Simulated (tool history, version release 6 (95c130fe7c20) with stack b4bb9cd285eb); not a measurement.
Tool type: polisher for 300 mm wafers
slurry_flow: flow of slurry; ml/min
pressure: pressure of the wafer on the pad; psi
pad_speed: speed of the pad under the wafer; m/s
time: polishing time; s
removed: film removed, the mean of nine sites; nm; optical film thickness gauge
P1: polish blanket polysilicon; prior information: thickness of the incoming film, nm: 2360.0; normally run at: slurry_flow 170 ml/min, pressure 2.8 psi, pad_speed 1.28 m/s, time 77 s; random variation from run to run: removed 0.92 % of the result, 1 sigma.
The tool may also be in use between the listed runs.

run,hour,slurry_flow,pressure,pad_speed,time,wafers polished on this pad,hours since the slurry nozzle was cleaned,hours since the head pressure was calibrated,removed
1,6.6,170,2.8,1.28,77,202,499.1,652.2,831.56
2,11.8,255,2.1,1.28,77,259,504.3,657.4,645.29
3,17.5,170,3.8,1.28,77,322,510.0,663.1,1121.30
4,20.9,170,2.8,1.28,77,359,513.4,666.5,827.10
5,26.3,100,2.8,1.28,77,418,518.8,671.9,734.58
6,33.3,170,2.8,1.28,77,495,525.8,678.9,818.57
7,40.6,170,2.8,1.28,77,575,533.1,686.2,825.40
8,46.2,170,2.8,1.28,35,636,538.7,691.8,367.56
9,50.8,170,1.8,1.28,77,687,543.3,696.4,538.55
10,55.4,170,2.8,1.28,113,737,547.9,701.0,1209.40
11,60.0,230,2.8,1.28,104,787,552.5,705.6,1147.80
12,65.8,170,2.8,0.58,77,851,558.3,711.4,376.52
13,70.2,265,2.8,1.28,77,899,562.7,715.8,858.73
14,75.3,170,2.8,1.68,77,955,567.8,720.9,1086.20
15,79.7,170,2.8,1.28,77,1003,572.2,725.3,831.19
16,85.4,170,2.8,1.28,77,1066,577.9,731.0,829.25
17,91.6,170,2.8,1.28,77,1134,584.1,737.2,830.99
18,98.3,170,2.8,1.28,77,1207,590.8,743.9,803.01
19,102.5,170,2.8,1.28,77,1253,595.0,748.1,778.84
20,106.6,170,2.8,1.28,77,1298,599.1,752.2,776.86
# hour 110.3: head pressure recalibrated
21,112.5,170,2.8,1.28,77,1363,605.0,2.2,765.97
22,117.4,170,2.8,1.28,77,1416,609.9,7.1,760.82
23,122.7,170,2.8,1.28,77,1474,615.2,12.4,744.16
24,127.1,170,2.8,1.28,77,1523,619.6,16.8,748.98
25,134.0,170,2.8,1.28,77,1598,626.5,23.7,761.92
26,138.1,170,2.8,1.28,77,1643,630.6,27.8,763.85
27,144.7,170,2.8,1.28,77,1715,637.2,34.4,742.57

Something has made what P1 gives creep away from where it was; the 2 causes below, each at its own stated size, fit the log equally well:
A: removal rate lost through wear of the pad, % = 9.1
B: slurry flow missing at the pad, % = 38.9
The onset of the drift is placed at about hour 91.6.
Excluded causes, each with its reason:
head's pressure below its setpoint, %: maintenance at hour 110.3, after the shift began, did not return the process to its former output

Of the 4 check runs below, each run on 2 wafers with the results averaged and each result still a question mark, which one would tell the listed causes apart?
check 1,151.3,170,2.8,1.68,77,,,,?
check 2,151.3,100,2.8,0.82,77,,,,?
check 3,151.3,170,3.6,0.58,77,,,,?
check 4,151.3,170,3.8,1.28,77,,,,?

If the cause were each of the candidates in turn, the checks would give the following:
check,result,if A,if B
check 1,removed,985.15,984.95
check 2,removed,432.96,408.97
check 3,removed,437.29,437.20
check 4,removed,1018.70,1018.40
How far apart the two closest causes lie, in the result that separates them most: check 1 0.02 %; check 2 5.7 %; check 3 0.02 %; check 4 0.02 %
Check 2 tells the causes apart: in the others they would give nearly the same result.

Check 2 was carried out, with these results: removed 432.39 nm. Which of the listed causes is responsible?

A is the cause: removal rate lost through wear of the pad, %.

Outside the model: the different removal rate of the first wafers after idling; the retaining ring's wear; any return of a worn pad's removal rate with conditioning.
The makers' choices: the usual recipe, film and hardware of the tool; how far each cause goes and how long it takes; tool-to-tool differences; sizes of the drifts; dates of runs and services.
